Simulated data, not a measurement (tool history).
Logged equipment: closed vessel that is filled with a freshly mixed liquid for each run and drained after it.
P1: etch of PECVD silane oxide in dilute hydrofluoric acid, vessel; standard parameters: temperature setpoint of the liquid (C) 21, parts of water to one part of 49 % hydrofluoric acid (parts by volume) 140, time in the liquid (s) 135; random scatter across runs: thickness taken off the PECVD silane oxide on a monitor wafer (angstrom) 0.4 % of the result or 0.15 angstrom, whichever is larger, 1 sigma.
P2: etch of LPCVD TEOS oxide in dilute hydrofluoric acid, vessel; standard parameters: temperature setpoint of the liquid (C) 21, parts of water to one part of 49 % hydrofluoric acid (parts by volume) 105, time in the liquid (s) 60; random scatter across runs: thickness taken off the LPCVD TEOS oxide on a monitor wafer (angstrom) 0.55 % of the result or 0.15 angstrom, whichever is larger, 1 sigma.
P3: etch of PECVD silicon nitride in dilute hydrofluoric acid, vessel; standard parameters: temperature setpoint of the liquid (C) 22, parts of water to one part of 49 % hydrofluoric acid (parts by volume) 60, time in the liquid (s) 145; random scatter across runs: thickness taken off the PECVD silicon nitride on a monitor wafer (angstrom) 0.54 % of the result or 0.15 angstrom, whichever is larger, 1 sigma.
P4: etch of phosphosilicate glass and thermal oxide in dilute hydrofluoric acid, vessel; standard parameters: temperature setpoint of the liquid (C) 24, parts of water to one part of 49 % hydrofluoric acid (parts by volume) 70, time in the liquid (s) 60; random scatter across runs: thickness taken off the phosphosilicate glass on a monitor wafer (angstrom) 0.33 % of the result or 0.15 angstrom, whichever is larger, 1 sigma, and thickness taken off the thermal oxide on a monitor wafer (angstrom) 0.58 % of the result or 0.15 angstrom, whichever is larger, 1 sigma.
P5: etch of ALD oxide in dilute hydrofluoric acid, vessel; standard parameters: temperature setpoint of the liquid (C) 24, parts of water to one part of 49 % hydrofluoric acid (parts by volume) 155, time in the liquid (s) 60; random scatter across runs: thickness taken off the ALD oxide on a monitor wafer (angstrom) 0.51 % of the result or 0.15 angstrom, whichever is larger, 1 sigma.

run   hour  process that ran  temperature setpoint of the liquid (C)  parts of water to one part of 49 % hydrofluoric acid (parts by volume)  time in the liquid (s)  thickness taken off the PECVD silane oxide on a monitor wafer (angstrom)  thickness taken off the PECVD silicon nitride on a monitor wafer (angstrom)  thickness taken off the phosphosilicate glass on a monitor wafer (angstrom)  thickness taken off the thermal oxide on a monitor wafer (angstrom)  thickness taken off the LPCVD TEOS oxide on a monitor wafer (angstrom)  thickness taken off the ALD oxide on a monitor wafer (angstrom)
  1    6.3                P1                                      21                                                                     140                     135                                                                       125
  2   17.3                P1                                      21                                                                     140                     135                                                                    125.09
  3   24.9                P3                                      22                                                                      60                     145                                                                                                                                                 45.554
  4   34.1                P4                                      24                                                                      70                      60                                                                                                                                                                                                                              1348.2                                                               41.753
  5   42.5                P4                                      24                                                                      70                      90                                                                                                                                                                                                                                2014                                                               63.212
  6   49.3                P2                                      17                                                                     105                      60                                                                                                                                                                                                                                                                                                                                                                           70.982
  7   61.5                P3                                      22                                                                      80                     145                                                                                                                                                 34.174
  8   69.2                P1                                      21                                                                     140                      30                                                                    28.214
  9     76                P3                                      22                                                                      60                      45                                                                                                                                                 14.081
 10   88.7                P1                                      21                                                                     140                     135                                                                    125.89
 11   95.6                P5                                      17                                                                     155                      60                                                                                                                                                                                                                                                                                                                                                                                                                                             58.49
 12  107.8                P5                                      24                                                                     245                      60                                                                                                                                                                                                                                                                                                                                                                                                                                            44.115
 13  116.1                P5                                      24                                                                     155                      60                                                                                                                                                                                                                                                                                                                                                                                                                                            77.842
 14  127.8                P1                                      21                                                                     195                     135                                                                    85.168
 15  139.1                P5                                      24                                                                     155                      30                                                                                                                                                                                                                                                                                                                                                                                                                                            38.474
 16  148.4                P1                                      21                                                                     140                     135                                                                    125.48
 17  160.8                P1                                      21                                                                      65                     135                                                                     291.2
 18  167.6                P2                                      21                                                                     190                      60                                                                                                                                                                                                                                                                                                                                                                           42.144
 19    175                P1                                      21                                                                     140                     255                                                                     236.9
 20  187.9                P1                                      25                                                                     140                     135                                                                    146.88
 21  200.6                P1                                      17                                                                     140                     230                                                                    181.67
 22  213.7                P4                                      24                                                                     125                      60                                                                                                                                                                                                                              703.11                                                               22.015
 23  224.1                P3                                      22                                                                      60                     145                                                                                                                                                 45.868
 24  232.3                P4                                      17                                                                      70                      60                                                                                                                                                                                                                              1003.4                                                               31.601
 25  238.5                P1                                      21                                                                     190                     235                                                                    152.02
 26  246.9                P3                                      17                                                                      60                     145                                                                                                                                                 31.914
 27  254.1                P1                                      21                                                                     140                     135                                                                    125.65
 28  266.4                P1                                      21                                                                     140                     135                                                                    124.92
 29  277.1                P1                                      17                                                                     140                     135                                                                    106.67
 30  289.4                P2                                      21                                                                     105                      30                                                                                                                                                                                                                                                                                                                                                                           41.829
 31  298.5                P2                                      21                                                                     105                      60                                                                                                                                                                                                                                                                                                                                                                           82.865
 32  306.9                P1                                      21                                                                     140                     135                                                                    124.98
 33  313.7                P1                                      21                                                                     140                     135                                                                    128.22

For run 34, what comes out?
 34  322.5                P1                                      21                                                                     140                     135                                                                         ?

Run 34 came out at thickness taken off the PECVD silane oxide on a monitor wafer (angstrom) 131.04.

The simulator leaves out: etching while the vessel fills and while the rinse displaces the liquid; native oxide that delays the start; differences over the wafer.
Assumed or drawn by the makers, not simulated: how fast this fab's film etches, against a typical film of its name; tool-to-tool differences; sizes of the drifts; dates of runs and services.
